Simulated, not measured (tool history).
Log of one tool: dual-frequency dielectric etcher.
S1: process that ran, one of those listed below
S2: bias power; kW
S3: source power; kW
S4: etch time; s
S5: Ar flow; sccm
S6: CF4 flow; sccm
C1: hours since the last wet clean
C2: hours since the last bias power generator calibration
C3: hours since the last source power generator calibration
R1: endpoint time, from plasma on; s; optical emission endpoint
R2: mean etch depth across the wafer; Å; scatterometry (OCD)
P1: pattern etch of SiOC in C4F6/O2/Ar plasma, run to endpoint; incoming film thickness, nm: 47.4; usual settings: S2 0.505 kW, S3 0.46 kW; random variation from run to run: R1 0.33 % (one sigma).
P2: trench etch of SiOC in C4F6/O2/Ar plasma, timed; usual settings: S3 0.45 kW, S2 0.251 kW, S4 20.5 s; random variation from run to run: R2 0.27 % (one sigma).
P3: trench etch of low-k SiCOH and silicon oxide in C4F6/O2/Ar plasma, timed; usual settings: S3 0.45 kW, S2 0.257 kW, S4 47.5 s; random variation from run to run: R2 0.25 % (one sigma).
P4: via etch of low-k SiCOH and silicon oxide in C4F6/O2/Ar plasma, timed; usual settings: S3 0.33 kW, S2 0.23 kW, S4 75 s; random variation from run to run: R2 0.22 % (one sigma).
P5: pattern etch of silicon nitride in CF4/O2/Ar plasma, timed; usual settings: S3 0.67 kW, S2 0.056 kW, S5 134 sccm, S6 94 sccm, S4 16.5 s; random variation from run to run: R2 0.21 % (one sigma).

Run 1, hour 9.3: S1 P1, S2 0.505 kW, S3 0.46 kW; C1 359.2; C2 2484.9; C3 3559. Result: R1 15.214 s.
Run 2, hour 23.3: S1 P4, S2 0.23 kW, S3 0.44 kW, S4 75 s; C1 373.2; C2 2498.9; C3 3573. Result: R2 2379.3 Å.
Run 3, hour 36.6: S1 P5, S2 0.067 kW, S3 0.67 kW, S4 16.5 s, S5 134 sccm, S6 94 sccm; C1 386.5; C2 2512.2; C3 3586.3. Result: R2 440.29 Å.
Run 4, hour 51.2: S1 P2, S2 0.251 kW, S3 0.45 kW, S4 20.5 s; C1 401.1; C2 2526.8; C3 3600.9. Result: R2 512.49 Å.
Run 5, hour 58.1: S1 P1, S2 0.505 kW, S3 0.56 kW; C1 408; C2 2533.7; C3 3607.8. Result: R1 14.162 s.
Run 6, hour 69.5: S1 P2, S2 0.251 kW, S3 0.35 kW, S4 20.5 s; C1 419.4; C2 2545.1; C3 3619.2. Result: R2 464.57 Å.
Run 7, hour 83.8: S1 P1, S2 0.505 kW, S3 0.46 kW; C1 433.7; C2 2559.4; C3 3633.5. Result: R1 15.236 s.
Run 8, hour 92.6: S1 P4, S2 0.146 kW, S3 0.33 kW, S4 75 s; C1 442.5; C2 2568.2; C3 3642.3. Result: R2 1847 Å.
Run 9, hour 106.4: S1 P3, S2 0.32 kW, S3 0.45 kW, S4 47.5 s; C1 456.3; C2 2582; C3 3656.1. Result: R2 1877.6 Å.
Run 10, hour 113.2: S1 P5, S2 0.056 kW, S3 0.67 kW, S4 16.5 s, S5 134 sccm, S6 94 sccm; C1 463.1; C2 2588.8; C3 3662.9. Result: R2 409.35 Å.
Run 11, hour 124.1: S1 P1, S2 0.635 kW, S3 0.46 kW; C1 474; C2 2599.7; C3 3673.8. Result: R1 13.964 s.
Run 12, hour 132.1: S1 P4, S2 0.23 kW, S3 0.33 kW, S4 108.5 s; C1 482; C2 2607.7; C3 3681.8. Result: R2 3088.1 Å.
Run 13, hour 145.9: S1 P5, S2 0.056 kW, S3 0.67 kW, S4 16.5 s, S5 134 sccm, S6 94 sccm; C1 495.8; C2 2621.5; C3 3695.6. Result: R2 410.05 Å.
Run 14, hour 153.8: S1 P3, S2 0.257 kW, S3 0.28 kW, S4 47.5 s; C1 503.7; C2 2629.4; C3 3703.5. Result: R2 1456.9 Å.
Run 15, hour 168.9: S1 P4, S2 0.23 kW, S3 0.33 kW, S4 75 s; C1 518.8; C2 2644.5; C3 3718.6. Result: R2 2138.7 Å.
Run 16, hour 177.8: S1 P5, S2 0.056 kW, S3 0.67 kW, S4 16.5 s, S5 134 sccm, S6 129 sccm; C1 527.7; C2 2653.4; C3 3727.5. Result: R2 425.26 Å.
Run 17, hour 192.5: S1 P1, S2 0.505 kW, S3 0.46 kW; C1 542.4; C2 2668.1; C3 3742.2. Result: R1 15.169 s.
Run 18, hour 204.7: S1 P1, S2 0.596 kW, S3 0.35 kW; C1 554.6; C2 2680.3; C3 3754.4. Result: R1 15.748 s.
Run 19, hour 218.6: S1 P3, S2 0.257 kW, S3 0.45 kW, S4 26 s; C1 568.5; C2 2694.2; C3 3768.3. Result: R2 951.5 Å.
Run 20, hour 226.2: S1 P1, S2 0.62 kW, S3 0.6 kW; C1 576.1; C2 2701.8; C3 3775.9. Result: R1 12.697 s.
Run 21, hour 236.9: S1 P1, S2 0.505 kW, S3 0.46 kW; C1 586.8; C2 2712.5; C3 3786.6. Result: R1 15.155 s.
Run 22, hour 249.8: S1 P1, S2 0.296 kW, S3 0.46 kW; C1 599.7; C2 2725.4; C3 3799.5. Result: R1 18.371 s.
Run 23, hour 264: S1 P2, S2 0.251 kW, S3 0.45 kW, S4 30 s; C1 613.9; C2 2739.6; C3 3813.7. Result: R2 747.12 Å.
Run 24, hour 278.8: S1 P1, S2 0.505 kW, S3 0.28 kW; C1 628.7; C2 2754.4; C3 3828.5. Result: R1 18.226 s.
Run 25, hour 290.5: S1 P5, S2 0.056 kW, S3 0.67 kW, S4 16.5 s, S5 186 sccm, S6 94 sccm; C1 640.4; C2 2766.1; C3 3840.2. Result: R2 391.6 Å.
Run 26, hour 297.2: S1 P5, S2 0.056 kW, S3 0.67 kW, S4 9 s, S5 134 sccm, S6 94 sccm; C1 647.1; C2 2772.8; C3 3846.9. Result: R2 222.92 Å.
Run 27, hour 305: S1 P1, S2 0.505 kW, S3 0.46 kW; C1 654.9; C2 2780.6; C3 3854.7. Result: R1 15.233 s.
Run 28, hour 320.3: S1 P1, S2 0.505 kW, S3 0.46 kW; C1 670.2; C2 2795.9; C3 3870. Result: R1 15.178 s.
Run 29, hour 334.4: S1 P3, S2 0.257 kW, S3 0.45 kW, S4 47.5 s; C1 684.3; C2 2810; C3 3884.1. Result: R2 1749.5 Å.
Run 30, hour 347.1: S1 P5, S2 0.056 kW, S3 0.41 kW, S4 16.5 s, S5 134 sccm, S6 94 sccm; C1 697; C2 2822.7; C3 3896.8. Result: R2 266.61 Å.
Run 31, hour 359.5: S1 P2, S2 0.149 kW, S3 0.45 kW, S4 20.5 s; C1 709.4; C2 2835.1; C3 3909.2. Result: R2 432.05 Å.
Run 32, hour 368.5: S1 P1, S2 0.505 kW, S3 0.46 kW; C1 718.4; C2 2844.1; C3 3918.2. Result: R1 15.255 s.
Run 33, hour 379.6: S1 P1, S2 0.505 kW, S3 0.46 kW; C1 729.5; C2 2855.2; C3 3929.3. Result: R1 15.324 s.
Run 34, hour 387.4: S1 P1, S2 0.505 kW, S3 0.46 kW; C1 737.3; C2 2863; C3 3937.1. Result: R1 15.388 s.
Run 35, hour 395.3: S1 P1, S2 0.505 kW, S3 0.46 kW; C1 745.2; C2 2870.9; C3 3945. Result: R1 15.381 s.
Run 36, hour 402.4: S1 P1, S2 0.505 kW, S3 0.46 kW; C1 752.3; C2 2878; C3 3952.1. Result: R1 15.405 s.
At hour 409: wet clean of the chamber.
Run 37, hour 416.7: S1 P1, S2 0.505 kW, S3 0.46 kW; C1 7.8; C2 2892.3; C3 3966.4. Result: R1 15.408 s.
Run 38, hour 428: S1 P1, S2 0.505 kW, S3 0.46 kW; C1 19.1; C2 2903.6; C3 3977.7. Result: R1 15.434 s.
Run 39, hour 436.9: S1 P1, S2 0.505 kW, S3 0.46 kW; C1 28; C2 2912.5; C3 3986.6. Result: R1 15.47 s.
Run 40, hour 452: S1 P1, S2 0.505 kW, S3 0.46 kW; C1 43.1; C2 2927.6; C3 4001.7. Result: R1 15.437 s.

What P1 gives has crept away from where it was. These 2 causes fit the log equally well, each at the size given:
A: source power that arrives under what is set, % = 4.4
B: bias power that arrives under what is set, % = 4.39
The creep began at about hour 368.5.
Why every other cause is out:
chamber walls in a state that lowers the etch rate, %: serviced at hour 409, which brought nothing back

4 check runs are offered, one wafer each, their results left as question marks. Which one tells the causes apart?
Run check 1, hour 467.1: S1 P5, S2 0.056 kW, S3 0.67 kW, S4 16.5 s, S5 185 sccm, S6 94 sccm. Result: R2 ?.
Run check 2, hour 467.1: S1 P3, S2 0.316 kW, S3 0.45 kW, S4 32.5 s. Result: R2 ?.
Run check 3, hour 467.1: S1 P2, S2 0.251 kW, S3 0.45 kW, S4 25.5 s. Result: R2 ?.
Run check 4, hour 467.1: S1 P4, S2 0.23 kW, S3 0.39 kW, S4 97 s. Result: R2 ?.

What each check would give under each cause:
  check  result    if A    if B
check 1      R2  376.26  383.95
check 2      R2    1260  1261.7
check 3      R2  625.01  626.39
check 4      R2  2895.9  2902.8
How far apart the two closest causes lie, in the result that separates them most: check 1 2.02 %; check 2 0.14 %; check 3 0.22 %; check 4 0.24 %
Check 1 tells the causes apart: in the others they would give nearly the same result.

Then check 1 was run and gave: R2 384.19 Å. Which cause is it?

It is B: bias power that arrives under what is set, %.
